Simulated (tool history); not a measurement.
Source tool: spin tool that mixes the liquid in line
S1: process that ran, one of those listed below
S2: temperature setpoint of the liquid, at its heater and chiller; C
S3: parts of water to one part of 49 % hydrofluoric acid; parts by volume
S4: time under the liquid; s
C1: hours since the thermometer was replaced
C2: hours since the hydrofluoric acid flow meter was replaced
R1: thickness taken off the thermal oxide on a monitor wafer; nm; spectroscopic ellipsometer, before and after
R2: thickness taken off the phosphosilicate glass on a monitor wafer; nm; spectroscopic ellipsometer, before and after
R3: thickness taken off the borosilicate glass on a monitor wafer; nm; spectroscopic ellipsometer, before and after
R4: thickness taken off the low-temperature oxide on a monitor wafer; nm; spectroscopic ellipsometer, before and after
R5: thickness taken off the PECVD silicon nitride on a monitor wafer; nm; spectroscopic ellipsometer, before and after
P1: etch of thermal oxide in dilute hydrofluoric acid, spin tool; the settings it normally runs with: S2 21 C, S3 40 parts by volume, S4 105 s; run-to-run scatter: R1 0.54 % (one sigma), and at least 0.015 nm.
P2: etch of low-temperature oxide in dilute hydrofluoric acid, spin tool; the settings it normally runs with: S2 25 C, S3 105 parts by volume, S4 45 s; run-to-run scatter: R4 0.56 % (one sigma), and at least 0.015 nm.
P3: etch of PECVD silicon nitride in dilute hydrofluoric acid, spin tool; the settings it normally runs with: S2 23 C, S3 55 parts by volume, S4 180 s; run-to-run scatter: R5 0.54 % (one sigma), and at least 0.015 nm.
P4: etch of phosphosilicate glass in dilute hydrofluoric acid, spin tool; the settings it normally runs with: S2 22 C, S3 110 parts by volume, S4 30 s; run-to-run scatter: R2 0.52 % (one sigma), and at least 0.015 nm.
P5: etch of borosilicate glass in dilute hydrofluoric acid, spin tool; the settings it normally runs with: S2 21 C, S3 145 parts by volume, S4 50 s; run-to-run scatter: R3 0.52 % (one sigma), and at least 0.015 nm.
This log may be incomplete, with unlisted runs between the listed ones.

| run | hour | S1 | S2 | S3 | S4 | C1 | C2 | R1 | R2 | R3 | R4 | R5 |
|---|---|---|---|---|---|---|---|---|---|---|---|---|
| 1 | 6.8 | P1 | 21 | 40 | 105 | 237.3 | 1770.9 | 12.574 |  |  |  |  |
| 2 | 15.8 | P4 | 17 | 110 | 30 | 246.3 | 1779.9 |  | 21.682 |  |  |  |
| 3 | 24.9 | P5 | 21 | 145 | 50 | 255.4 | 1789 |  |  | 10.936 |  |  |
| 4 | 30 | P1 | 17 | 40 | 105 | 260.5 | 1794.1 | 10.599 |  |  |  |  |
| 5 | 37.8 | P1 | 21 | 60 | 65 | 268.3 | 1801.9 | 5.112 |  |  |  |  |
| 6 | 42.8 | P1 | 21 | 40 | 105 | 273.3 | 1806.9 | 12.624 |  |  |  |  |
| 7 | 49.9 | P1 | 21 | 40 | 15 | 280.4 | 1814 | 1.8076 |  |  |  |  |
| 8 | 58.6 | P2 | 25 | 105 | 45 | 289.1 | 1822.7 |  |  |  | 11.066 |  |
| 9 | 65.4 | P4 | 22 | 110 | 50 | 295.9 | 1829.5 |  | 44.597 |  |  |  |
| 10 | 69.8 | P1 | 18 | 40 | 35 | 300.3 | 1833.9 | 3.7315 |  |  |  |  |
| 11 | 77.7 | P1 | 21 | 40 | 105 | 308.2 | 1841.8 | 12.494 |  |  |  |  |
| 12 | 84 | P2 | 17.5 | 105 | 45 | 314.5 | 1848.1 |  |  |  | 8.122 |  |
| 13 | 89 | P1 | 21 | 40 | 165 | 319.5 | 1853.1 | 19.825 |  |  |  |  |
| 14 | 98.3 | P1 | 21 | 20 | 105 | 328.8 | 1862.4 | 25.792 |  |  |  |  |
| 15 | 102.6 | P1 | 28.5 | 40 | 105 | 333.1 | 1866.7 | 17.1 |  |  |  |  |
| 16 | 111.4 | P3 | 23 | 55 | 340 | 341.9 | 1875.5 |  |  |  |  | 12.613 |
| 17 | 118.2 | P5 | 17 | 145 | 50 | 348.7 | 1882.3 |  |  | 9.3018 |  |  |
| 18 | 125.6 | P1 | 21 | 40 | 105 | 356.1 | 1889.7 | 12.613 |  |  |  |  |
| 19 | 134.5 | P1 | 21 | 60 | 105 | 365 | 1898.6 | 8.2045 |  |  |  |  |
| 20 | 140.3 | P3 | 17 | 55 | 180 | 370.8 | 1904.4 |  |  |  |  | 4.3854 |
| 21 | 147.2 | P2 | 25 | 20 | 45 | 377.7 | 1911.3 |  |  |  | 64.893 |  |
| 22 | 153.4 | P3 | 23 | 90 | 180 | 383.9 | 1917.5 |  |  |  |  | 4.1192 |
| 23 | 161.4 | P4 | 22 | 110 | 30 | 391.9 | 1925.5 |  | 26.65 |  |  |  |
| 24 | 166.7 | P4 | 22 | 30 | 30 | 397.2 | 1930.8 |  | 108.45 |  |  |  |
|  | 168 | hydrofluoric acid flow meter replaced |
| 25 | 175.8 | P3 | 23 | 55 | 180 | 406.3 | 7.9 |  |  |  |  | 6.7384 |
| 26 | 182.4 | P2 | 25 | 105 | 15 | 412.9 | 14.5 |  |  |  | 3.6383 |  |

Predict the results of run 27:
| 27 | 191.7 | P4 | 22 | 110 | 30 | 422.2 | 23.8 |  | ? |  |  |  |

{"run 27": {"R2": 26.679}}
